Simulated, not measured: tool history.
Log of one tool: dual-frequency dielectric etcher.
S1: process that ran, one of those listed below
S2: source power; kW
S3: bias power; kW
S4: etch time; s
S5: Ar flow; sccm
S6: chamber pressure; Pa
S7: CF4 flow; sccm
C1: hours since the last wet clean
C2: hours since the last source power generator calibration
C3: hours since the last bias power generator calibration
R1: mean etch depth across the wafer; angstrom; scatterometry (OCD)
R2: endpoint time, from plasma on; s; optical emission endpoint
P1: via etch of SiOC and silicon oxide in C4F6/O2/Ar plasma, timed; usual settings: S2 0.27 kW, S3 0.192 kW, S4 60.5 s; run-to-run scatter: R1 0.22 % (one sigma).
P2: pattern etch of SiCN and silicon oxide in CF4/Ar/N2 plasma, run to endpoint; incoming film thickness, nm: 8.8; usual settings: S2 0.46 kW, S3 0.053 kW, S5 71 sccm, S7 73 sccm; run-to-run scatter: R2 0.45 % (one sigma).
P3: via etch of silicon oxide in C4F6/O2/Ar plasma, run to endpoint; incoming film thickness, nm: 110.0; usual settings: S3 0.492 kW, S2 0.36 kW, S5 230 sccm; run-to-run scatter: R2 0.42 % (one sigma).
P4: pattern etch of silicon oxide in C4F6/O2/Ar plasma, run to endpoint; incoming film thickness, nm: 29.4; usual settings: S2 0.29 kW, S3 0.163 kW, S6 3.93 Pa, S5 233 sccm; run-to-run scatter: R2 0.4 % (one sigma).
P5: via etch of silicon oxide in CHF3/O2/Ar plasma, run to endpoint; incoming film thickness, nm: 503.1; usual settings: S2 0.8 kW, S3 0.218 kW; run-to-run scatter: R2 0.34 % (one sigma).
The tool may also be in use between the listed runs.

| run | hour | S1 | S2 | S3 | S4 | S5 | S6 | S7 | C1 | C2 | C3 | R1 | R2 |
|---|---|---|---|---|---|---|---|---|---|---|---|---|---|
| 1 | 13.7 | P1 | 0.27 | 0.192 | 60.5 |  |  |  | 53.9 | 1087.2 | 1956.4 | 591.29 |  |
| 2 | 24.5 | P3 | 0.24 | 0.492 |  | 230 |  |  | 64.7 | 1098 | 1967.2 |  | 28.977 |
| 3 | 32.8 | P1 | 0.38 | 0.192 | 60.5 |  |  |  | 73 | 1106.3 | 1975.5 | 672.46 |  |
| 4 | 41.4 | P4 | 0.36 | 0.163 |  | 233 | 3.93 |  | 81.6 | 1114.9 | 1984.1 |  | 9.598 |
| 5 | 49.8 | P5 | 0.8 | 0.155 |  |  |  |  | 90 | 1123.3 | 1992.5 |  | 239.32 |
| 6 | 60.9 | P5 | 0.8 | 0.218 |  |  |  |  | 101.1 | 1134.4 | 2003.6 |  | 212.42 |
| 7 | 69.6 | P3 | 0.36 | 0.291 |  | 230 |  |  | 109.8 | 1143.1 | 2012.3 |  | 30.436 |
| 8 | 82 | P1 | 0.27 | 0.192 | 60.5 |  |  |  | 122.2 | 1155.5 | 2024.7 | 589.99 |  |
| 9 | 92.5 | P1 | 0.27 | 0.235 | 60.5 |  |  |  | 132.7 | 1166 | 2035.2 | 634.01 |  |
| 10 | 99.6 | P4 | 0.29 | 0.163 |  | 279 | 3.93 |  | 139.8 | 1173.1 | 2042.3 |  | 10.615 |
| 11 | 113.5 | P1 | 0.27 | 0.192 | 60.5 |  |  |  | 153.7 | 1187 | 2056.2 | 591.85 |  |
| 12 | 125.2 | P1 | 0.19 | 0.132 | 60.5 |  |  |  | 165.4 | 1198.7 | 2067.9 | 455.21 |  |
| 13 | 133.3 | P3 | 0.36 | 0.492 |  | 230 |  |  | 173.5 | 1206.8 | 2076 |  | 24.89 |
| 14 | 144.8 | P2 | 0.46 | 0.053 |  | 71 |  | 102 | 185 | 1218.3 | 2087.5 |  | 9.6432 |
| 15 | 152.8 | P1 | 0.37 | 0.266 | 60.5 |  |  |  | 193 | 1226.3 | 2095.5 | 746.54 |  |
| 16 | 161.1 | P1 | 0.27 | 0.192 | 60.5 |  |  |  | 201.3 | 1234.6 | 2103.8 | 590.05 |  |
| 17 | 167.6 | P2 | 0.46 | 0.053 |  | 71 |  | 73 | 207.8 | 1241.1 | 2110.3 |  | 10.159 |
| 18 | 181.5 | P1 | 0.16 | 0.192 | 60.5 |  |  |  | 221.7 | 1255 | 2124.2 | 481.8 |  |
| 19 | 188.8 | P1 | 0.27 | 0.192 | 33.5 |  |  |  | 229 | 1262.3 | 2131.5 | 328.75 |  |
| 20 | 195 | P2 | 0.46 | 0.072 |  | 71 |  | 73 | 235.2 | 1268.5 | 2137.7 |  | 9.2065 |
| 21 | 202.7 | P2 | 0.64 | 0.053 |  | 71 |  | 73 | 242.9 | 1276.2 | 2145.4 |  | 7.5548 |
| 22 | 210.4 | P2 | 0.46 | 0.053 |  | 92 |  | 73 | 250.6 | 1283.9 | 2153.1 |  | 10.565 |
| 23 | 220.1 | P3 | 0.36 | 0.492 |  | 230 |  |  | 260.3 | 1293.6 | 2162.8 |  | 25.008 |
| 24 | 231.5 | P1 | 0.33 | 0.192 | 40.5 |  |  |  | 271.7 | 1305 | 2174.2 | 429.82 |  |
| 25 | 240 | P3 | 0.36 | 0.492 |  | 283 |  |  | 280.2 | 1313.5 | 2182.7 |  | 25.71 |
| 26 | 248.4 | P1 | 0.27 | 0.192 | 86.5 |  |  |  | 288.6 | 1321.9 | 2191.1 | 846.88 |  |
| 27 | 262.7 | P4 | 0.29 | 0.163 |  | 233 | 4.8 |  | 302.9 | 1336.2 | 2205.4 |  | 10.635 |
| 28 | 276.4 | P4 | 0.29 | 0.111 |  | 233 | 3.93 |  | 316.6 | 1349.9 | 2219.1 |  | 11.667 |
|  | 282.9 | bias power generator calibrated |
| 29 | 289.1 | P1 | 0.27 | 0.192 | 60.5 |  |  |  | 329.3 | 1362.6 | 6.3 | 593.35 |  |
| 30 | 300.7 | P4 | 0.29 | 0.163 |  | 233 | 3.93 |  | 340.9 | 1374.2 | 17.9 |  | 10.363 |
| 31 | 310 | P1 | 0.27 | 0.118 | 60.5 |  |  |  | 350.2 | 1383.5 | 27.2 | 506.78 |  |
| 32 | 319.2 | P5 | 0.52 | 0.218 |  |  |  |  | 359.4 | 1392.7 | 36.4 |  | 250.72 |
| 33 | 327.3 | P4 | 0.29 | 0.163 |  | 233 | 3.93 |  | 367.5 | 1400.8 | 44.5 |  | 10.393 |
| 34 | 339.1 | P1 | 0.27 | 0.192 | 60.5 |  |  |  | 379.3 | 1412.6 | 56.3 | 592.64 |  |
| 35 | 349.1 | P1 | 0.27 | 0.192 | 60.5 |  |  |  | 389.3 | 1422.6 | 66.3 | 586.45 |  |
| 36 | 359.9 | P1 | 0.27 | 0.192 | 60.5 |  |  |  | 400.1 | 1433.4 | 77.1 | 587.25 |  |
| 37 | 373.5 | P1 | 0.27 | 0.192 | 60.5 |  |  |  | 413.7 | 1447 | 90.7 | 586.3 |  |
|  | 376.8 | wet clean of the chamber |
| 38 | 387 | P1 | 0.27 | 0.192 | 60.5 |  |  |  | 10.2 | 1460.5 | 104.2 | 585.29 |  |
| 39 | 398.6 | P1 | 0.27 | 0.192 | 60.5 |  |  |  | 21.8 | 1472.1 | 115.8 | 581.29 |  |
| 40 | 411.2 | P1 | 0.27 | 0.192 | 60.5 |  |  |  | 34.4 | 1484.7 | 128.4 | 584.2 |  |

What P1 gives has crept away from where it was. These 2 causes fit the log equally well, each at the size given:
A: source power that arrives under what is set, % = 3.58
B: bias power that arrives under what is set, % = 4.1
The creep began at about hour 339.1.
Why every other cause is out:
chamber walls in a state that lowers the etch rate, %: serviced at hour 376.8, which brought nothing back

4 check runs are offered, each on 3 wafers whose results are averaged, their results left as question marks. Which one tells the causes apart?
| check 1 | 423.8 | P5 | 0.8 | 0.218 |  |  |  |  |  |  |  |  | ? |
| check 2 | 423.8 | P3 | 0.36 | 0.492 |  | 230 |  |  |  |  |  |  | ? |
| check 3 | 423.8 | P4 | 0.29 | 0.163 |  | 233 | 3.93 |  |  |  |  |  | ? |
| check 4 | 423.8 | P2 | 0.46 | 0.053 |  | 71 |  | 73 |  |  |  |  | ? |

What each check would give under each cause:
| check | result | if A | if B |
|---|---|---|---|
| check 1 | R2 | 215.41 | 215.5 |
| check 2 | R2 | 25.33 | 25.386 |
| check 3 | R2 | 10.552 | 10.541 |
| check 4 | R2 | 10.474 | 10.263 |
How far apart the two closest causes lie, in the result that separates them most: check 1 0.04 %; check 2 0.22 %; check 3 0.1 %; check 4 2.04 %
Check 4 tells the causes apart: in the others they would give nearly the same result.

Then check 4 was run and gave: R2 10.492 s. Which cause is it?

It is A: source power that arrives under what is set, %.
